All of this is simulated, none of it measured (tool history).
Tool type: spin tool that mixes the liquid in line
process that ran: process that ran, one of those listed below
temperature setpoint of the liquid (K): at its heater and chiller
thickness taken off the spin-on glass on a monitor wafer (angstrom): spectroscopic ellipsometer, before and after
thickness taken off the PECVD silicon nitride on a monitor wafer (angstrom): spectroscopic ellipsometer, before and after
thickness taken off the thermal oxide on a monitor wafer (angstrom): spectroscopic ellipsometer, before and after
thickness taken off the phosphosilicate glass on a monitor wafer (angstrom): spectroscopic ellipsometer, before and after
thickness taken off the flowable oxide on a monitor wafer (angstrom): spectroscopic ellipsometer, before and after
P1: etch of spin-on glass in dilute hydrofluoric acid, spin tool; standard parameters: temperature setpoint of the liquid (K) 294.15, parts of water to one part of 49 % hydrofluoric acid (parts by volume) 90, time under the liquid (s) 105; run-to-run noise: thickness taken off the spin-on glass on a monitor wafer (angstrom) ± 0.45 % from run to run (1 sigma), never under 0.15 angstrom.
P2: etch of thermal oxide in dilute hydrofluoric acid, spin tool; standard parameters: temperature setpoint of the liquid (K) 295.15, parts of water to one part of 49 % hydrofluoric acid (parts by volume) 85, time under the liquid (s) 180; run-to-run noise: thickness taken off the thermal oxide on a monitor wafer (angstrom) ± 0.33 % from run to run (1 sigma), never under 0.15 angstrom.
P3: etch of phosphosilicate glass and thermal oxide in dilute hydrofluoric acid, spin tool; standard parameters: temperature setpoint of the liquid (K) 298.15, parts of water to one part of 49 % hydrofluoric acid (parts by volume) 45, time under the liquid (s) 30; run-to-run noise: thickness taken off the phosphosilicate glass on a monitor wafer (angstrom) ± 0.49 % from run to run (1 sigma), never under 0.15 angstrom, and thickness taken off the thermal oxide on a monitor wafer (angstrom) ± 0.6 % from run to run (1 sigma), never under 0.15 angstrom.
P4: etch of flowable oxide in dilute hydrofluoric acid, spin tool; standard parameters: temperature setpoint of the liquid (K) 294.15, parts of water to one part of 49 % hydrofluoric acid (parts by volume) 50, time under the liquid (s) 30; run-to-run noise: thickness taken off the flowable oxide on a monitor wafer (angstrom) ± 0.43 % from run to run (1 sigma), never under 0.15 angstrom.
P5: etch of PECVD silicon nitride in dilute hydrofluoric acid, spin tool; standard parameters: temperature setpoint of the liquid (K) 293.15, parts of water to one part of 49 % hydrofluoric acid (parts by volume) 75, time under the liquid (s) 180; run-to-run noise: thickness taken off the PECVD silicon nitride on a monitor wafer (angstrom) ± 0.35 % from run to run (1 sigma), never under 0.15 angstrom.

run,hour,process that ran,temperature setpoint of the liquid (K),parts of water to one part of 49 % hydrofluoric acid (parts by volume),time under the liquid (s),thickness taken off the spin-on glass on a monitor wafer (angstrom),thickness taken off the PECVD silicon nitride on a monitor wafer (angstrom),thickness taken off the thermal oxide on a monitor wafer (angstrom),thickness taken off the phosphosilicate glass on a monitor wafer (angstrom),thickness taken off the flowable oxide on a monitor wafer (angstrom)
1,4.3,P1,294.15,90,105,216.710,,,,
2,6.8,P1,294.15,160,15,16.069,,,,
3,9.9,P5,293.15,75,325,,128.230,,,
4,13.3,P1,294.15,90,175,361.260,,,,
5,15.6,P1,300.15,90,105,273.890,,,,
6,19.2,P1,294.15,90,105,216.140,,,,
7,23.4,P2,295.15,85,80,,,40.036,,
8,26.9,P3,298.15,45,30,,,37.811,1075.20,
9,29.4,P5,293.15,75,180,,71.011,,,
10,32.9,P2,295.15,130,180,,,56.410,,
11,36.8,P3,304.15,45,30,,,47.908,1359.00,
12,39.9,P1,290.15,90,105,184.150,,,,
13,42.8,P2,295.15,85,180,,,90.187,,
14,45.1,P2,295.15,85,180,,,91.019,,
15,48.9,P1,294.15,20,105,1065.900,,,,
16,52.0,P4,294.15,50,50,,,,,253.33
17,54.1,P4,294.15,50,30,,,,,152.65
18,58.4,P4,290.15,50,30,,,,,127.74
19,62.3,P1,294.15,150,105,121.400,,,,
20,66.4,P2,299.15,85,180,,,106.440,,
# hour 68.4: hydrofluoric acid flow meter replaced
21,69.9,P4,294.15,25,30,,,,,312.72
22,73.5,P3,298.15,45,15,,,18.676,537.51,
23,77.8,P5,290.15,75,180,,57.442,,,
24,79.7,P1,294.15,90,15,30.926,,,,
25,83.6,P1,294.15,90,105,218.060,,,,
26,86.6,P1,294.15,90,105,218.660,,,,
27,90.1,P5,293.15,35,180,,149.520,,,
28,93.6,P4,294.15,50,30,,,,,152.11
29,95.5,P3,298.15,65,30,,,25.335,719.52,
30,98.2,P1,294.15,90,105,218.450,,,,
31,101.8,P1,294.15,90,105,210.860,,,,
32,104.5,P1,294.15,90,105,207.050,,,,
33,108.6,P1,294.15,90,105,202.530,,,,
34,110.7,P1,294.15,90,105,202.490,,,,
35,114.8,P1,294.15,90,105,202.250,,,,
36,118.0,P1,294.15,90,105,199.750,,,,
37,120.4,P1,294.15,90,105,200.890,,,,
38,123.8,P1,294.15,90,105,200.830,,,,
39,126.4,P1,294.15,90,105,201.890,,,,

Something has made what P1 gives creep away from where it was; the 2 causes below, each at its own stated size, fit the log equally well:
A: hydrofluoric acid flow below the setpoint (%) = 6.72
B: liquid colder than its thermometer reads (K) = 1.87
Creep in the process output first set in at about hour 98.2.

Question marks stand in for the results of the 4 check runs listed below, each run on one wafer. Under which run would the listed causes show clearly different results?
check 1,129.0,P4,294.15,50,30,,,,,?
check 2,129.0,P5,293.15,75,180,,?,,,
check 3,129.0,P3,298.15,45,30,,,?,?,
check 4,129.0,P2,295.15,85,180,,,?,,

Outcome of each check run for each possible cause:
check,result,if A,if B
check 1,thickness taken off the flowable oxide on a monitor wafer (angstrom),140.80,140.03
check 2,thickness taken off the PECVD silicon nitride on a monitor wafer (angstrom),66.264,62.301
check 3,thickness taken off the thermal oxide on a monitor wafer (angstrom),35.038,34.923
check 3,thickness taken off the phosphosilicate glass on a monitor wafer (angstrom),996.24,992.98
check 4,thickness taken off the thermal oxide on a monitor wafer (angstrom),83.775,83.773
Separation of the two closest causes in each check, using whichever result separates them best: check 1 0.54 %; check 2 6.17 %; check 3 0.33 %; check 4 0 %
Check 2 tells the causes apart: in the others they would give nearly the same result.

With check 2 done, the readings were: thickness taken off the PECVD silicon nitride on a monitor wafer (angstrom) 62.434. Identify which of the listed causes applies.

The cause is B: liquid colder than its thermometer reads (K).
